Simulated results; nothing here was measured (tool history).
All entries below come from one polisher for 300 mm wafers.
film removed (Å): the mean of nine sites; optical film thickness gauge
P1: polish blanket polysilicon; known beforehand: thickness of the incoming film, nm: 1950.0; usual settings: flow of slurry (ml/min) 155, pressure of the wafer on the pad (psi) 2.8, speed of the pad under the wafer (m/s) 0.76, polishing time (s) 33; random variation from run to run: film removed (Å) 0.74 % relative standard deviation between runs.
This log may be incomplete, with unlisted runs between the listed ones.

| run | day | flow of slurry (ml/min) | pressure of the wafer on the pad (psi) | speed of the pad under the wafer (m/s) | polishing time (s) | film removed (Å) |
|---|---|---|---|---|---|---|
| 1 | 0.15 | 155 | 2.8 | 0.76 | 33 | 2269.6 |
| 2 | 0.296 | 155 | 2.8 | 0.76 | 45 | 3058.5 |
| 3 | 0.546 | 155 | 2.8 | 1.16 | 33 | 3422.1 |
| 4 | 0.829 | 155 | 2.8 | 0.76 | 33 | 2225 |
| 5 | 1.021 | 155 | 2.8 | 0.76 | 33 | 2249.8 |
| 6 | 1.196 | 155 | 2.8 | 0.76 | 33 | 2234.7 |
| 7 | 1.417 | 155 | 2.8 | 0.76 | 33 | 2276.6 |
| 8 | 1.671 | 155 | 2.8 | 0.76 | 33 | 2239.1 |
| 9 | 1.862 | 155 | 2.8 | 0.5 | 33 | 1477 |
| 10 | 2.012 | 105 | 2.8 | 0.76 | 43 | 2683.9 |
| 11 | 2.196 | 155 | 3.7 | 0.76 | 45 | 4038 |
| 12 | 2.408 | 155 | 2.8 | 0.76 | 33 | 2234.3 |
| 13 | 2.683 | 155 | 4.2 | 0.76 | 33 | 3396.6 |
| 14 | 2.933 | 155 | 1.5 | 0.76 | 33 | 1218 |
| 15 | 3.171 | 155 | 2.8 | 0.76 | 15 | 1026.3 |
| 16 | 3.508 | 235 | 2.8 | 0.76 | 33 | 2402.2 |
| 17 | 3.683 | 95 | 2.8 | 0.76 | 33 | 2021 |
| 18 | 3.838 | 155 | 2.8 | 0.76 | 33 | 2233.4 |
| 19 | 3.996 | 155 | 2.8 | 0.76 | 33 | 2232.4 |
| 20 | 4.233 | 155 | 2.8 | 0.76 | 33 | 2199 |
| 21 | 4.412 | 155 | 2.8 | 0.76 | 33 | 2148.2 |

The next listed run, before its measurement:
| 22 | 4.712 | 155 | 2.8 | 0.76 | 33 | ? |

{"run 22": {"film removed (Å)": 2165.7}}
